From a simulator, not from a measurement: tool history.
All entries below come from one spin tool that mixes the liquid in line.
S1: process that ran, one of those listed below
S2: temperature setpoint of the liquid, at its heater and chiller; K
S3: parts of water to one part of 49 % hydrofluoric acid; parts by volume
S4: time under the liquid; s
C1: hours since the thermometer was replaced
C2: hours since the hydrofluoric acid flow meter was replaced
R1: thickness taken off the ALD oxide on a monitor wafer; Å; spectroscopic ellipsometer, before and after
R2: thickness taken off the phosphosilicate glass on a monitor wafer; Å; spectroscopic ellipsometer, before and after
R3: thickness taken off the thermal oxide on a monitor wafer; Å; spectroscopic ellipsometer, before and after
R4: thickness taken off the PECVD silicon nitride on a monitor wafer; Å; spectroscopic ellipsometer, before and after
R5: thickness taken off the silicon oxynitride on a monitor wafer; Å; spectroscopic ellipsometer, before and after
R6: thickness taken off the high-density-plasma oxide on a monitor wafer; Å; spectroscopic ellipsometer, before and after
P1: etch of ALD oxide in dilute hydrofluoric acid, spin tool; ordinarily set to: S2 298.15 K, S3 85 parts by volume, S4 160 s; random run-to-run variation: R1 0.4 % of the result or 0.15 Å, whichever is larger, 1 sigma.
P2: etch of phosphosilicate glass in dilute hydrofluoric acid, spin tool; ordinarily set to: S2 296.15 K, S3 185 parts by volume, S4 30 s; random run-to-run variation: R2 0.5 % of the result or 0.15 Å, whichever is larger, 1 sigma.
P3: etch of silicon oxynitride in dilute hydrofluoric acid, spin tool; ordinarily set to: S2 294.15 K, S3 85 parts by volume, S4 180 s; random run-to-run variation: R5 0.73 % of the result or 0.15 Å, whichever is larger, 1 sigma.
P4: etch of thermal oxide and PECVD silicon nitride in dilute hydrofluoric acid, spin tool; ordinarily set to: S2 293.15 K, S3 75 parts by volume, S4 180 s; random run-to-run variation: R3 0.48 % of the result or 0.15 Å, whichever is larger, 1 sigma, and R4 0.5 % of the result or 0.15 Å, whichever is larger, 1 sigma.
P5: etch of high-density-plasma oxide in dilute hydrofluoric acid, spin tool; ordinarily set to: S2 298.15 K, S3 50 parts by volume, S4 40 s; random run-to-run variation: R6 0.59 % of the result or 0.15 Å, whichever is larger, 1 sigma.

run 1 hour=18.4 | S1=P1 S2=298.15 S3=85 S4=160 | C1=1366.5 C2=648.6 | R1=196.310
run 2 hour=34.2 | S1=P2 S2=296.15 S3=185 S4=60 | C1=1382.3 C2=664.4 | R2=422.00
run 3 hour=52.2 | S1=P1 S2=291.15 S3=125 S4=160 | C1=1400.3 C2=682.4 | R1=95.918
run 4 hour=62.5 | S1=P4 S2=293.15 S3=75 S4=180 | C1=1410.6 C2=692.7 | R3=105.480 R4=41.829
run 5 hour=73.0 | S1=P2 S2=296.15 S3=185 S4=30 | C1=1421.1 C2=703.2 | R2=210.85
run 6 hour=83.6 | S1=P4 S2=300.65 S3=75 S4=180 | C1=1431.7 C2=713.8 | R3=141.570 R4=68.016
run 7 hour=100.1 | S1=P3 S2=290.15 S3=85 S4=180 | C1=1448.2 C2=730.3 | R5=29.252
run 8 hour=109.5 | S1=P4 S2=293.15 S3=140 S4=180 | C1=1457.6 C2=739.7 | R3=51.803 R4=22.725
run 9 hour=121.6 | S1=P1 S2=302.15 S3=85 S4=160 | C1=1469.7 C2=751.8 | R1=231.020
run 10 hour=130.9 | S1=P1 S2=298.15 S3=85 S4=250 | C1=1479.0 C2=761.1 | R1=307.230
run 11 hour=141.7 | S1=P1 S2=298.15 S3=85 S4=160 | C1=1489.8 C2=771.9 | R1=196.700
run 12 hour=153.7 | S1=P2 S2=296.15 S3=185 S4=30 | C1=1501.8 C2=783.9 | R2=212.43
run 13 hour=162.7 | S1=P1 S2=298.15 S3=85 S4=160 | C1=1510.8 C2=792.9 | R1=196.080
run 14 hour=172.0 | S1=P5 S2=294.65 S3=50 S4=40 | C1=1520.1 C2=802.2 | R6=39.312
run 15 hour=184.9 | S1=P4 S2=293.15 S3=75 S4=360 | C1=1533.0 C2=815.1 | R3=208.120 R4=83.492
run 16 hour=196.9 | S1=P3 S2=294.15 S3=140 S4=180 | C1=1545.0 C2=827.1 | R5=20.510
run 17 hour=208.0 | S1=P3 S2=294.15 S3=85 S4=180 | C1=1556.1 C2=838.2 | R5=35.872
run 18 hour=225.4 | S1=P4 S2=293.15 S3=75 S4=180 | C1=1573.5 C2=855.6 | R3=104.020 R4=41.346
run 19 hour=238.7 | S1=P1 S2=298.15 S3=145 S4=160 | C1=1586.8 C2=868.9 | R1=105.750
run 20 hour=252.3 | S1=P1 S2=298.15 S3=85 S4=160 | C1=1600.4 C2=882.5 | R1=196.510
run 21 hour=264.9 | S1=P5 S2=298.15 S3=50 S4=40 | C1=1613.0 C2=895.1 | R6=45.707
run 22 hour=275.1 | S1=P3 S2=294.15 S3=85 S4=180 | C1=1623.2 C2=905.3 | R5=36.454
run 23 hour=293.6 | S1=P2 S2=296.15 S3=280 S4=30 | C1=1641.7 C2=923.8 | R2=128.21
run 24 hour=306.5 | S1=P3 S2=294.15 S3=85 S4=275 | C1=1654.6 C2=936.7 | R5=54.868
run 25 hour=316.4 | S1=P2 S2=302.15 S3=185 S4=30 | C1=1664.5 C2=946.6 | R2=263.84
run 26 hour=329.8 | S1=P1 S2=298.15 S3=85 S4=160 | C1=1677.9 C2=960.0 | R1=196.460
run 27 hour=341.6 | S1=P5 S2=298.15 S3=50 S4=70 | C1=1689.7 C2=971.8 | R6=78.414
run 28 hour=358.3 | S1=P1 S2=298.15 S3=30 S4=160 | C1=1706.4 C2=988.5 | R1=601.140
run 29 hour=375.8 | S1=P5 S2=298.15 S3=20 S4=40 | C1=1723.9 C2=1006.0 | R6=117.670
run 30 hour=394.9 | S1=P1 S2=292.65 S3=85 S4=160 | C1=1743.0 C2=1025.1 | R1=157.750
run 31 hour=410.8 | S1=P1 S2=298.15 S3=85 S4=25 | C1=1758.9 C2=1041.0 | R1=30.579
run 32 hour=429.3 | S1=P1 S2=303.65 S3=50 S4=160 | C1=1777.4 C2=1059.5 | R1=432.530
run 33 hour=438.1 | S1=P1 S2=298.15 S3=85 S4=160 | C1=1786.2 C2=1068.3 | R1=196.310
run 34 hour=447.8 | S1=P1 S2=298.15 S3=85 S4=160 | C1=1795.9 C2=1078.0 | R1=194.340
run 35 hour=463.0 | S1=P1 S2=298.15 S3=85 S4=160 | C1=1811.1 C2=1093.2 | R1=191.070
run 36 hour=481.7 | S1=P1 S2=298.15 S3=85 S4=160 | C1=1829.8 C2=1111.9 | R1=188.410
run 37 hour=496.1 | S1=P1 S2=298.15 S3=85 S4=160 | C1=1844.2 C2=1126.3 | R1=188.690
run 38 hour=509.9 | S1=P1 S2=298.15 S3=85 S4=160 | C1=1858.0 C2=1140.1 | R1=187.710
run 39 hour=526.5 | S1=P1 S2=298.15 S3=85 S4=160 | C1=1874.6 C2=1156.7 | R1=185.860
run 40 hour=543.4 | S1=P1 S2=298.15 S3=85 S4=160 | C1=1891.5 C2=1173.6 | R1=184.870
run 41 hour=557.3 | S1=P1 S2=298.15 S3=85 S4=160 | C1=1905.4 C2=1187.5 | R1=185.990
run 42 hour=570.1 | S1=P1 S2=298.15 S3=85 S4=160 | C1=1918.2 C2=1200.3 | R1=184.910
run 43 hour=587.0 | S1=P1 S2=298.15 S3=85 S4=160 | C1=1935.1 C2=1217.2 | R1=186.320
run 44 hour=602.4 | S1=P1 S2=298.15 S3=85 S4=160 | C1=1950.5 C2=1232.6 | R1=185.380

Compared with where it was, what P1 gives has crept away. Each cause listed below fits the log as well as the rest, at the size given for it:
A: hydrofluoric acid flow below the setpoint (%) = 5.17
B: liquid colder than its thermometer reads (K) = 1.48
Creep in the process output first set in at about hour 438.1.

Consider the 4 single-wafer check runs listed below, results given as question marks: which one distinguishes between the causes by giving clearly different results for each?
run check 1 hour=617.8 | S1=P4 S2=296.65 S3=75 S4=355 | R3=? R4=?
run check 2 hour=617.8 | S1=P5 S2=298.15 S3=35 S4=40 | R6=?
run check 3 hour=617.8 | S1=P2 S2=301.15 S3=185 S4=30 | R2=?
run check 4 hour=617.8 | S1=P3 S2=294.15 S3=140 S4=180 | R5=?

Predicted outcomes, by check and by cause:
check=check_1 result=R3 if_A=224.860 if_B=224.390
check=check_1 result=R4 if_A=98.706 if_B=94.140
check=check_2 result=R6 if_A=62.273 if_B=61.914
check=check_3 result=R2 if_A=237.68 if_B=240.50
check=check_4 result=R5 if_A=19.651 if_B=19.413
Gap, in per cent, between the two causes that each check separates least, read from the result that separates them most: check 1 4.74 %; check 2 0.58 %; check 3 1.18 %; check 4 1.22 %
Only in check 1 would the causes give clearly different results; in the remaining checks their results would be nearly the same.

The results of check 1 are: R3 224.550 Å; R4 94.725 Å. Based on these, which of the listed causes is it?

It was cause B: liquid colder than its thermometer reads (K).

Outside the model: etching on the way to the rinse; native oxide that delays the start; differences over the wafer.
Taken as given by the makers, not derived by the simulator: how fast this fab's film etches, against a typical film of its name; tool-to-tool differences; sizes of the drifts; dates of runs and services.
